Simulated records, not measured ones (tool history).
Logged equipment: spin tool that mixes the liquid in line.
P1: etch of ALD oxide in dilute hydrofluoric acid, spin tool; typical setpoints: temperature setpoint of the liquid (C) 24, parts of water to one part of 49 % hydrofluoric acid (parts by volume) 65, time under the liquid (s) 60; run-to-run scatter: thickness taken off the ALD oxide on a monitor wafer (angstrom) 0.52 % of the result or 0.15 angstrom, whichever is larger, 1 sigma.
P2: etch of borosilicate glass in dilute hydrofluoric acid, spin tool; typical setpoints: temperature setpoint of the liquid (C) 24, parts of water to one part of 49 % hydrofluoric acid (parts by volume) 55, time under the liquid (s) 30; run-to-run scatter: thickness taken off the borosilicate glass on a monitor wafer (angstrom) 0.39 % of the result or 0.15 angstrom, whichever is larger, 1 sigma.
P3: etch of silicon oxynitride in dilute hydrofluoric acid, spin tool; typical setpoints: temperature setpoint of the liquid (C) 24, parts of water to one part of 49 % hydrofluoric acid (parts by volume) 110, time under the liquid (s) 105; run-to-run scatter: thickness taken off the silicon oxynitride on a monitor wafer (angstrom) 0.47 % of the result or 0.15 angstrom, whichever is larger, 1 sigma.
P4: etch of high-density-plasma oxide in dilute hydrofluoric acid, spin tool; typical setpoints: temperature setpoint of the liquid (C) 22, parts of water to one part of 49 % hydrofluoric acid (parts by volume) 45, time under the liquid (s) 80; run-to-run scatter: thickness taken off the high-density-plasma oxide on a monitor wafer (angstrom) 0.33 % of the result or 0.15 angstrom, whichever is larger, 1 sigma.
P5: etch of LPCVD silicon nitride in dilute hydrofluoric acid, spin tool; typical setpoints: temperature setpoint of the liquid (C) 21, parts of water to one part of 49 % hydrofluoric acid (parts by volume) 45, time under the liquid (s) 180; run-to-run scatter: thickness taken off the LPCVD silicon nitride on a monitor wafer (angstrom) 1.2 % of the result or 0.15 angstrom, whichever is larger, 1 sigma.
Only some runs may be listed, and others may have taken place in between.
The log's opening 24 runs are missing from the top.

| run | day | process that ran | temperature setpoint of the liquid (C) | parts of water to one part of 49 % hydrofluoric acid (parts by volume) | time under the liquid (s) | thickness taken off the ALD oxide on a monitor wafer (angstrom) | thickness taken off the LPCVD silicon nitride on a monitor wafer (angstrom) | thickness taken off the high-density-plasma oxide on a monitor wafer (angstrom) | thickness taken off the borosilicate glass on a monitor wafer (angstrom) | thickness taken off the silicon oxynitride on a monitor wafer (angstrom) |
|---|---|---|---|---|---|---|---|---|---|---|
| 25 | 15.533 | P3 | 24 | 110 | 105 |  |  |  |  | 43.889 |
| 26 | 16.308 | P4 | 22 | 45 | 15 |  |  | 37.442 |  |  |
| 27 | 17.004 | P3 | 28 | 110 | 105 |  |  |  |  | 52.508 |
| 28 | 17.379 | P1 | 30 | 65 | 60 | 249.37 |  |  |  |  |
| 29 | 17.954 | P1 | 19 | 65 | 60 | 160.51 |  |  |  |  |
| 30 | 18.338 | P1 | 24 | 65 | 60 | 195.23 |  |  |  |  |
| 31 | 19.021 | P1 | 24 | 65 | 60 | 202.63 |  |  |  |  |
| 32 | 19.388 | P1 | 24 | 65 | 60 | 209.45 |  |  |  |  |
| 33 | 20 | P1 | 24 | 65 | 60 | 211.08 |  |  |  |  |

Forecast run 34:
| 34 | 20.571 | P1 | 24 | 65 | 60 | ? |  |  |  |  |

thickness taken off the ALD oxide on a monitor wafer (angstrom): 210.59
